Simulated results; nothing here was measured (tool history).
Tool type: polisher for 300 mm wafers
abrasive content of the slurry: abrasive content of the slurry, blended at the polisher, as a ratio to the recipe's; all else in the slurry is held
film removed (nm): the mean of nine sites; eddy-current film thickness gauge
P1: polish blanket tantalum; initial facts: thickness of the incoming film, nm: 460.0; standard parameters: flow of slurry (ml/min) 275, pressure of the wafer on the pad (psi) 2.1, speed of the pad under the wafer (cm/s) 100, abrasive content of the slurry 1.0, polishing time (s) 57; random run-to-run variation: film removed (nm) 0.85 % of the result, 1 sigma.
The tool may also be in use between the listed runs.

run,hour,flow of slurry (ml/min),pressure of the wafer on the pad (psi),speed of the pad under the wafer (cm/s),abrasive content of the slurry,polishing time (s),wafers polished on this pad,hours since the slurry nozzle was cleaned,hours since the head pressure was calibrated,hours since the slurry blender was calibrated,film removed (nm)
1,5.1,275,2.1,100,1.0,57,446,142.0,55.8,183.2,100.850
2,9.7,275,2.1,100,1.0,41,472,146.6,60.4,187.8,73.313
3,13.1,165,2.1,154,1.0,57,492,150.0,63.8,191.2,145.210
4,17.3,275,2.1,50,1.0,57,515,154.2,68.0,195.4,50.117
5,22.1,165,2.1,100,1.0,57,543,159.0,72.8,200.2,95.392
6,26.9,275,3.0,100,1.0,57,570,163.8,77.6,205.0,144.350
7,30.2,275,2.1,156,1.0,57,588,167.1,80.9,208.3,156.350
8,33.0,275,2.1,100,1.0,57,604,169.9,83.7,211.1,100.900
9,36.3,275,2.1,100,1.0,57,623,173.2,87.0,214.4,102.400
10,39.7,275,1.1,100,1.0,57,642,176.6,90.4,217.8,52.228
11,43.2,275,2.1,100,1.4,57,662,180.1,93.9,221.3,109.160
12,46.9,275,2.1,100,1.0,57,683,183.8,97.6,225.0,101.440
13,50.2,275,1.0,126,1.0,57,702,187.1,100.9,228.3,60.414
14,55.0,275,2.1,100,1.0,57,729,191.9,105.7,233.1,100.890
15,59.4,275,2.1,100,0.6,57,754,196.3,110.1,237.5,83.200
16,62.4,275,2.1,100,1.0,88,771,199.3,113.1,240.5,155.470
17,66.7,390,2.1,100,1.0,57,795,203.6,117.4,244.8,102.970
18,71.4,275,2.1,100,1.0,57,822,208.3,122.1,249.5,100.720
19,74.5,275,2.1,100,1.0,57,839,211.4,125.2,252.6,100.290
20,78.9,275,2.1,100,1.0,57,864,215.8,129.6,257.0,98.099
21,83.1,275,2.1,100,1.0,57,888,220.0,133.8,261.2,94.740
22,86.6,275,2.1,100,1.0,57,907,223.5,137.3,264.7,94.321

Forecast run 23:
# hour 91.6: worn pad replaced by a new one
23,91.8,275,2.1,100,1.0,57,1,228.7,142.5,269.9,?

{"run 23": {"film removed (nm)": 91.954}}
